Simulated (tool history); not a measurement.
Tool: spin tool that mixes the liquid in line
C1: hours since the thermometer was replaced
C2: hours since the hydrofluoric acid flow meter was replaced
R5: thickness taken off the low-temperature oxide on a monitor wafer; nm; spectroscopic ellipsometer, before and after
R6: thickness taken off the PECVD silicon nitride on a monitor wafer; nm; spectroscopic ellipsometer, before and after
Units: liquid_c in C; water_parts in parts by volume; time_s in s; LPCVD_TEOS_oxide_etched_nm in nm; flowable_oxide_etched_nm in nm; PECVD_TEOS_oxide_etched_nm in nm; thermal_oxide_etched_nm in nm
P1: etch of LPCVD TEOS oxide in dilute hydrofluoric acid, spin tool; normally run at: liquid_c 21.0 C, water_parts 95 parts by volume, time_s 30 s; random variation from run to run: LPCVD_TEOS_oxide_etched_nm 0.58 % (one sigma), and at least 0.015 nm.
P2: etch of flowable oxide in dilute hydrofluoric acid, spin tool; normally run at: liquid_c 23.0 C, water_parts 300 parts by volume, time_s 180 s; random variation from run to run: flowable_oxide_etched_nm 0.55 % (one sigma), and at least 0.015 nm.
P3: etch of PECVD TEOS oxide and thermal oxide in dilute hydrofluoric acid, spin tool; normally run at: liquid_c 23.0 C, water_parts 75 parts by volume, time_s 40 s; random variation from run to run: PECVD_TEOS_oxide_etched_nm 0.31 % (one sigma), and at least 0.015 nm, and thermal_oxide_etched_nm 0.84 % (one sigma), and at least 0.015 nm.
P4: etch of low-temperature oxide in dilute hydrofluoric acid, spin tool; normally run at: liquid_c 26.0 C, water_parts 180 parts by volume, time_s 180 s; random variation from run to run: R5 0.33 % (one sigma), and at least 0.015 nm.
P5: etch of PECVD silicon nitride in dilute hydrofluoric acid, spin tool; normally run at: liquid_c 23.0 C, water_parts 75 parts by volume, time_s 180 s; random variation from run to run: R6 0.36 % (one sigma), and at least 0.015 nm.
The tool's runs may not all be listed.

run 1 hour=8.2 | process=P1 liquid_c=21.0 water_parts=95 time_s=30 | C1=529.9 C2=787.5 | LPCVD_TEOS_oxide_etched_nm=4.7110
run 2 hour=15.2 | process=P2 liquid_c=23.0 water_parts=300 time_s=180 | C1=536.9 C2=794.5 | flowable_oxide_etched_nm=16.8390
run 3 hour=23.7 | process=P1 liquid_c=21.0 water_parts=95 time_s=30 | C1=545.4 C2=803.0 | LPCVD_TEOS_oxide_etched_nm=4.7263
run 4 hour=32.3 | process=P3 liquid_c=23.0 water_parts=140 time_s=40 | C1=554.0 C2=811.6 | PECVD_TEOS_oxide_etched_nm=3.6622 thermal_oxide_etched_nm=1.22570
run 5 hour=38.8 | process=P1 liquid_c=21.0 water_parts=95 time_s=30 | C1=560.5 C2=818.1 | LPCVD_TEOS_oxide_etched_nm=4.7543
run 6 hour=43.8 | process=P3 liquid_c=23.0 water_parts=75 time_s=40 | C1=565.5 C2=823.1 | PECVD_TEOS_oxide_etched_nm=7.3793 thermal_oxide_etched_nm=2.52800
run 7 hour=49.4 | process=P4 liquid_c=26.0 water_parts=180 time_s=180 | C1=571.1 C2=828.7 | R5=26.990
run 8 hour=56.4 | process=P1 liquid_c=17.0 water_parts=55 time_s=30 | C1=578.1 C2=835.7 | LPCVD_TEOS_oxide_etched_nm=7.2421
run 9 hour=63.8 | process=P2 liquid_c=23.0 water_parts=50 time_s=180 | C1=585.5 C2=843.1 | flowable_oxide_etched_nm=132.9200
run 10 hour=69.0 | process=P3 liquid_c=23.0 water_parts=75 time_s=15 | C1=590.7 C2=848.3 | PECVD_TEOS_oxide_etched_nm=2.7363 thermal_oxide_etched_nm=0.94197
run 11 hour=74.3 | process=P1 liquid_c=21.0 water_parts=95 time_s=30 | C1=596.0 C2=853.6 | LPCVD_TEOS_oxide_etched_nm=4.7049
run 12 hour=82.2 | process=P4 liquid_c=26.0 water_parts=180 time_s=90 | C1=603.9 C2=861.5 | R5=13.382
run 13 hour=87.8 | process=P1 liquid_c=17.0 water_parts=95 time_s=30 | C1=609.5 C2=867.1 | LPCVD_TEOS_oxide_etched_nm=3.9700
run 14 hour=92.0 | process=P1 liquid_c=21.0 water_parts=150 time_s=30 | C1=613.7 C2=871.3 | LPCVD_TEOS_oxide_etched_nm=2.8167
run 15 hour=97.6 | process=P5 liquid_c=23.0 water_parts=75 time_s=180 | C1=619.3 C2=876.9 | R6=8.6769
run 16 hour=105.4 | process=P1 liquid_c=21.0 water_parts=40 time_s=30 | C1=627.1 C2=884.7 | LPCVD_TEOS_oxide_etched_nm=12.0080
run 17 hour=109.5 | process=P1 liquid_c=21.0 water_parts=95 time_s=60 | C1=631.2 C2=888.8 | LPCVD_TEOS_oxide_etched_nm=9.4281
run 18 hour=116.1 | process=P1 liquid_c=21.0 water_parts=95 time_s=15 | C1=637.8 C2=895.4 | LPCVD_TEOS_oxide_etched_nm=2.3671
run 19 hour=122.8 | process=P5 liquid_c=17.0 water_parts=75 time_s=180 | C1=644.5 C2=902.1 | R6=5.7541
run 20 hour=130.3 | process=P2 liquid_c=23.0 water_parts=300 time_s=15 | C1=652.0 C2=909.6 | flowable_oxide_etched_nm=1.3799
run 21 hour=137.6 | process=P1 liquid_c=21.0 water_parts=95 time_s=30 | C1=659.3 C2=916.9 | LPCVD_TEOS_oxide_etched_nm=4.7045
run 22 hour=145.8 | process=P1 liquid_c=21.0 water_parts=165 time_s=15 | C1=667.5 C2=925.1 | LPCVD_TEOS_oxide_etched_nm=1.2699
run 23 hour=155.0 | process=P3 liquid_c=23.0 water_parts=75 time_s=40 | C1=676.7 C2=934.3 | PECVD_TEOS_oxide_etched_nm=7.3292 thermal_oxide_etched_nm=2.46610
run 24 hour=163.3 | process=P2 liquid_c=23.0 water_parts=300 time_s=180 | C1=685.0 C2=942.6 | flowable_oxide_etched_nm=16.7730
run 25 hour=170.4 | process=P4 liquid_c=26.0 water_parts=180 time_s=180 | C1=692.1 C2=949.7 | R5=27.016
run 26 hour=177.9 | process=P2 liquid_c=29.5 water_parts=300 time_s=180 | C1=699.6 C2=957.2 | flowable_oxide_etched_nm=20.6710
run 27 hour=187.2 | process=P5 liquid_c=23.0 water_parts=20 time_s=180 | C1=708.9 C2=966.5 | R6=31.2300
run 28 hour=193.1 | process=P3 liquid_c=30.5 water_parts=75 time_s=40 | C1=714.8 C2=972.4 | PECVD_TEOS_oxide_etched_nm=9.8735 thermal_oxide_etched_nm=3.36120
run 29 hour=198.5 | process=P1 liquid_c=21.0 water_parts=95 time_s=30 | C1=720.2 C2=977.8 | LPCVD_TEOS_oxide_etched_nm=4.7141
-- hour=200.3 hydrofluoric acid flow meter replaced
run 30 hour=205.2 | process=P4 liquid_c=26.0 water_parts=30 time_s=180 | C1=726.9 C2=4.9 | R5=196.950
run 31 hour=211.6 | process=P4 liquid_c=18.5 water_parts=180 time_s=180 | C1=733.3 C2=11.3 | R5=20.177
run 32 hour=218.2 | process=P1 liquid_c=25.5 water_parts=95 time_s=30 | C1=739.9 C2=17.9 | LPCVD_TEOS_oxide_etched_nm=5.6829
run 33 hour=227.5 | process=P5 liquid_c=23.0 water_parts=75 time_s=350 | C1=749.2 C2=27.2 | R6=16.8910
run 34 hour=233.0 | process=P1 liquid_c=21.0 water_parts=95 time_s=30 | C1=754.7 C2=32.7 | LPCVD_TEOS_oxide_etched_nm=4.7477
run 35 hour=240.0 | process=P1 liquid_c=21.0 water_parts=95 time_s=30 | C1=761.7 C2=39.7 | LPCVD_TEOS_oxide_etched_nm=4.6561
run 36 hour=248.1 | process=P1 liquid_c=21.0 water_parts=95 time_s=30 | C1=769.8 C2=47.8 | LPCVD_TEOS_oxide_etched_nm=4.5589
run 37 hour=256.7 | process=P1 liquid_c=21.0 water_parts=95 time_s=30 | C1=778.4 C2=56.4 | LPCVD_TEOS_oxide_etched_nm=4.5526
run 38 hour=264.0 | process=P1 liquid_c=21.0 water_parts=95 time_s=30 | C1=785.7 C2=63.7 | LPCVD_TEOS_oxide_etched_nm=4.5288
run 39 hour=268.1 | process=P1 liquid_c=21.0 water_parts=95 time_s=30 | C1=789.8 C2=67.8 | LPCVD_TEOS_oxide_etched_nm=4.4908
run 40 hour=276.8 | process=P1 liquid_c=21.0 water_parts=95 time_s=30 | C1=798.5 C2=76.5 | LPCVD_TEOS_oxide_etched_nm=4.5098
run 41 hour=285.3 | process=P1 liquid_c=21.0 water_parts=95 time_s=30 | C1=807.0 C2=85.0 | LPCVD_TEOS_oxide_etched_nm=4.4686
run 42 hour=293.7 | process=P1 liquid_c=21.0 water_parts=95 time_s=30 | C1=815.4 C2=93.4 | LPCVD_TEOS_oxide_etched_nm=4.4618
run 43 hour=298.5 | process=P1 liquid_c=21.0 water_parts=95 time_s=30 | C1=820.2 C2=98.2 | LPCVD_TEOS_oxide_etched_nm=4.5249

What P1 gives has crept away from where it was. These 2 causes fit the log equally well, each at the size given:
A: hydrofluoric acid flow below the setpoint (%) = 5.06
B: liquid colder than its thermometer reads (K) = 1.41
The creep began at about hour 233.0.

4 check runs are offered, one wafer each, their results left as question marks. Which one tells the causes apart?
run check 1 hour=303.3 | process=P5 liquid_c=17.0 water_parts=75 time_s=280 | R6=?
run check 2 hour=303.3 | process=P2 liquid_c=23.0 water_parts=130 time_s=35 | flowable_oxide_etched_nm=?
run check 3 hour=303.3 | process=P4 liquid_c=22.0 water_parts=115 time_s=180 | R5=?
run check 4 hour=303.3 | process=P3 liquid_c=28.0 water_parts=140 time_s=40 | PECVD_TEOS_oxide_etched_nm=? thermal_oxide_etched_nm=?

What each check would give under each cause:
check=check_1 result=R6 if_A=8.4891 if_B=8.0798
check=check_2 result=flowable_oxide_etched_nm if_A=8.4558 if_B=8.4920
check=check_3 result=R5 if_A=36.729 if_B=36.811
check=check_4 result=PECVD_TEOS_oxide_etched_nm if_A=4.1537 if_B=4.1906
check=check_4 result=thermal_oxide_etched_nm if_A=1.40180 if_B=1.41420
How far apart the two closest causes lie, in the result that separates them most: check 1 4.94 %; check 2 0.43 %; check 3 0.22 %; check 4 0.88 %
Check 1 tells the causes apart: in the others they would give nearly the same result.

Then check 1 was run and gave: R6 8.0851 nm. Which cause is it?

It is B: liquid colder than its thermometer reads (K).

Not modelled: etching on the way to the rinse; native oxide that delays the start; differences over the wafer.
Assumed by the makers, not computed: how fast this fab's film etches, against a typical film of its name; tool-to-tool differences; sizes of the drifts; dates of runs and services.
